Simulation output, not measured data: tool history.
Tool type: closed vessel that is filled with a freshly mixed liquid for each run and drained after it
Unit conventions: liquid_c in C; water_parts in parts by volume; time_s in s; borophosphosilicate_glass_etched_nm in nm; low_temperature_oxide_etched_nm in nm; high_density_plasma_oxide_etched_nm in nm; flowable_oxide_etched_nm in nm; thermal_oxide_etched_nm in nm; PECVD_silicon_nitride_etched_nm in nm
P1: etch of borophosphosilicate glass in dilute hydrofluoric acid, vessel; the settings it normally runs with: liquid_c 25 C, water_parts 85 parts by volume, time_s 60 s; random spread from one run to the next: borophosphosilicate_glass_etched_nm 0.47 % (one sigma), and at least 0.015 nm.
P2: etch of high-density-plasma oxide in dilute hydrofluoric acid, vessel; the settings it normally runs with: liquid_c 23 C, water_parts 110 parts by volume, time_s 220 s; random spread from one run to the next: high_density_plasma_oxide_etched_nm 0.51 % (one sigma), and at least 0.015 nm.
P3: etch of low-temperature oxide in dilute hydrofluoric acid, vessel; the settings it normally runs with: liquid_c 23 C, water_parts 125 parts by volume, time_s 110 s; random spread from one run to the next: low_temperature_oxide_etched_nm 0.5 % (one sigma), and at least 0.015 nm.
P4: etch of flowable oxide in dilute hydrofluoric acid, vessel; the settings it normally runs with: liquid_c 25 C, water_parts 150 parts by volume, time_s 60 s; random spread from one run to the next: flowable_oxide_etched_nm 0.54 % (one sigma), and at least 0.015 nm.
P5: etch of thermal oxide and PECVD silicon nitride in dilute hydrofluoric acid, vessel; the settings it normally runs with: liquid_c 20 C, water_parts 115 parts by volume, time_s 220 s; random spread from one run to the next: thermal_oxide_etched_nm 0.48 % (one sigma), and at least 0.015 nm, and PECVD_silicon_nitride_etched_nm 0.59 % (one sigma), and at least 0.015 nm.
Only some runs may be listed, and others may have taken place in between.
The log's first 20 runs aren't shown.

run	hour	process	liquid_c	water_parts	time_s	borophosphosilicate_glass_etched_nm	low_temperature_oxide_etched_nm	high_density_plasma_oxide_etched_nm	flowable_oxide_etched_nm	thermal_oxide_etched_nm	PECVD_silicon_nitride_etched_nm
21	181.3	P1	20.5	85	60	15.916					
22	190.6	P1	31	35	60	63.408					
23	202.4	P5	20	60	220					16.09	6.957
24	212	P2	23	165	220			6.0727			
25	223.4	P3	19.5	125	110		19.86				
26	230.8	P4	25	150	115				25.824		
27	240.2	P1	25	85	100	32.22					
28	251.6	P2	23	110	30			1.3146			
29	262.9	P1	25	150	60	10.037					
30	270.1	P5	26.5	115	220					10.12	5.565
31	279.1	P1	25	85	60	19.211					
32	289.7	P5	20	115	120					4.3109	2.0065
33	299.4	P1	25	85	60	19.134					
34	311.5	P1	25	85	60	19.785					
35	316.8	P1	25	85	60	19.693					
36	328.4	P1	25	85	60	20.26					
37	337.3	P1	25	85	60	20.288					
38	348.2	P1	25	85	60	20.226					
39	359	P1	25	85	60	20.554					
40	364.5	P1	25	85	60	20.678					

What does the tool deliver on the next run?
41	375.2	P1	25	85	60	?					

{"run 41": {"borophosphosilicate_glass_etched_nm": 20.667}}
